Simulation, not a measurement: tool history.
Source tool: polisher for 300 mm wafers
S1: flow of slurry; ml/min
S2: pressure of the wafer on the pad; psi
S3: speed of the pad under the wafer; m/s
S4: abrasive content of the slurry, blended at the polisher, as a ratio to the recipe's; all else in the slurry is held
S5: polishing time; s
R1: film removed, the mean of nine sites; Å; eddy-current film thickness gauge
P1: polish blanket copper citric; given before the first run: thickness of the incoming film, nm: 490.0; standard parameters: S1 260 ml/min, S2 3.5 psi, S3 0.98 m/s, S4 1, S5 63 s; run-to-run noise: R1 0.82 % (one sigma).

{"run": 1, "hour": 10.4, "S1": 260, "S2": 3.5, "S3": 0.98, "S4": 1, "S5": 63, "R1": 1348.7}
{"run": 2, "hour": 19.0, "S1": 260, "S2": 3.5, "S3": 0.98, "S4": 1.5, "S5": 63, "R1": 1477.9}
{"run": 3, "hour": 28.4, "S1": 260, "S2": 3.5, "S3": 1.5, "S4": 1, "S5": 63, "R1": 2047.8}
{"run": 4, "hour": 33.8, "S1": 385, "S2": 3.5, "S3": 0.98, "S4": 1, "S5": 63, "R1": 1390.6}
{"run": 5, "hour": 44.9, "S1": 260, "S2": 4.5, "S3": 0.98, "S4": 1.35, "S5": 63, "R1": 1852.3}
{"run": 6, "hour": 51.3, "S1": 260, "S2": 3.5, "S3": 0.98, "S4": 1, "S5": 63, "R1": 1345.4}
{"run": 7, "hour": 59.2, "S1": 260, "S2": 3.5, "S3": 0.98, "S4": 1, "S5": 63, "R1": 1328.6}
{"run": 8, "hour": 68.4, "S1": 260, "S2": 5, "S3": 0.98, "S4": 1, "S5": 63, "R1": 1891.1}
{"run": 9, "hour": 75.9, "S1": 260, "S2": 3.5, "S3": 0.44, "S4": 1, "S5": 63, "R1": 611.46}
{"run": 10, "hour": 87.0, "S1": 260, "S2": 1.8, "S3": 0.98, "S4": 1, "S5": 63, "R1": 701.24}
{"run": 11, "hour": 95.8, "S1": 155, "S2": 3.5, "S3": 0.98, "S4": 1, "S5": 63, "R1": 1246.6}
{"run": 12, "hour": 104.0, "S1": 260, "S2": 3.5, "S3": 0.98, "S4": 1, "S5": 63, "R1": 1328.7}
{"run": 13, "hour": 110.9, "S1": 260, "S2": 3.5, "S3": 0.98, "S4": 1, "S5": 28, "R1": 596.58}
{"run": 14, "hour": 119.7, "S1": 260, "S2": 3.5, "S3": 0.98, "S4": 0.6, "S5": 63, "R1": 1197}
{"run": 15, "hour": 128.1, "S1": 260, "S2": 3.5, "S3": 0.98, "S4": 1, "S5": 81, "R1": 1726.2}
{"hour": 132.4, "done": "slurry blender recalibrated"}
{"run": 16, "hour": 137.1, "S1": 260, "S2": 3.5, "S3": 0.98, "S4": 1, "S5": 63, "R1": 1351.9}
{"run": 17, "hour": 146.6, "S1": 260, "S2": 3.5, "S3": 0.98, "S4": 1.35, "S5": 88, "R1": 1977.9}
{"run": 18, "hour": 153.1, "S1": 260, "S2": 1.6, "S3": 0.98, "S4": 1, "S5": 34, "R1": 339.4}
{"run": 19, "hour": 163.3, "S1": 260, "S2": 3.5, "S3": 0.98, "S4": 1, "S5": 63, "R1": 1344.8}
{"run": 20, "hour": 174.3, "S1": 260, "S2": 3.5, "S3": 0.98, "S4": 1, "S5": 63, "R1": 1319.5}
{"run": 21, "hour": 184.2, "S1": 260, "S2": 3.5, "S3": 0.98, "S4": 1, "S5": 63, "R1": 1301.2}
{"run": 22, "hour": 190.8, "S1": 260, "S2": 3.5, "S3": 0.98, "S4": 1, "S5": 63, "R1": 1276.8}
{"run": 23, "hour": 199.6, "S1": 260, "S2": 3.5, "S3": 0.98, "S4": 1, "S5": 63, "R1": 1285.2}
{"run": 24, "hour": 207.4, "S1": 260, "S2": 3.5, "S3": 0.98, "S4": 1, "S5": 63, "R1": 1273.4}
{"hour": 210.8, "done": "head pressure recalibrated"}
{"hour": 216.9, "done": "worn pad replaced by a new one"}
{"run": 25, "hour": 217.6, "S1": 260, "S2": 3.5, "S3": 0.98, "S4": 1, "S5": 63, "R1": 1262}
{"run": 26, "hour": 225.6, "S1": 260, "S2": 3.5, "S3": 0.98, "S4": 1, "S5": 63, "R1": 1272.3}
{"run": 27, "hour": 236.5, "S1": 260, "S2": 3.5, "S3": 0.98, "S4": 1, "S5": 63, "R1": 1258.4}
{"run": 28, "hour": 242.6, "S1": 260, "S2": 3.5, "S3": 0.98, "S4": 1, "S5": 63, "R1": 1262.5}
{"run": 29, "hour": 248.6, "S1": 260, "S2": 3.5, "S3": 0.98, "S4": 1, "S5": 63, "R1": 1265}
{"run": 30, "hour": 256.1, "S1": 260, "S2": 3.5, "S3": 0.98, "S4": 1, "S5": 63, "R1": 1266.6}

Something has made what P1 gives creep away from where it was; the 2 causes below, each at its own stated size, fit the log equally well:
A: slurry flow missing at the pad, % = 37.8
B: abrasive missing from the slurry, % = 25.5
Onset of the creep was near hour 163.3.
All other causes, with the reason each is excluded:
removal rate lost through wear of the pad, %: serviced at hour 216.9, after the drift had started, without restoring the earlier output
head's pressure below its setpoint, %: serviced at hour 210.8, after the drift had started, without restoring the earlier output

The 4 check runs listed below each average the results of 3 wafers, and their outcomes are marked with question marks. Under which run would the listed causes produce clearly different results?
{"run": "check 1", "hour": 263.6, "S1": 260, "S2": 3.5, "S3": 1.4, "S4": 1, "S5": 63, "R1": "?"}
{"run": "check 2", "hour": 263.6, "S1": 260, "S2": 3.5, "S3": 0.98, "S4": 1.5, "S5": 36, "R1": "?"}
{"run": "check 3", "hour": 263.6, "S1": 260, "S2": 2, "S3": 0.98, "S4": 1, "S5": 63, "R1": "?"}
{"run": "check 4", "hour": 263.6, "S1": 160, "S2": 3.5, "S3": 0.98, "S4": 1, "S5": 29, "R1": "?"}

What each check would give under each cause:
check=check_1 result=R1 if_A=1787.6 if_B=1787.4
check=check_2 result=R1 if_A=786.54 if_B=784.08
check=check_3 result=R1 if_A=730.98 if_B=730.91
check=check_4 result=R1 if_A=525.22 if_B=543.9
Separation of the two closest causes in each check, using whichever result separates them best: check 1 0.01 %; check 2 0.31 %; check 3 0.01 %; check 4 3.5 %
Check 4 tells the causes apart: in the others they would give nearly the same result.

Here is what check 4 returned: R1 525.61 Å. Which cause is it?

It was cause A: slurry flow missing at the pad, %.

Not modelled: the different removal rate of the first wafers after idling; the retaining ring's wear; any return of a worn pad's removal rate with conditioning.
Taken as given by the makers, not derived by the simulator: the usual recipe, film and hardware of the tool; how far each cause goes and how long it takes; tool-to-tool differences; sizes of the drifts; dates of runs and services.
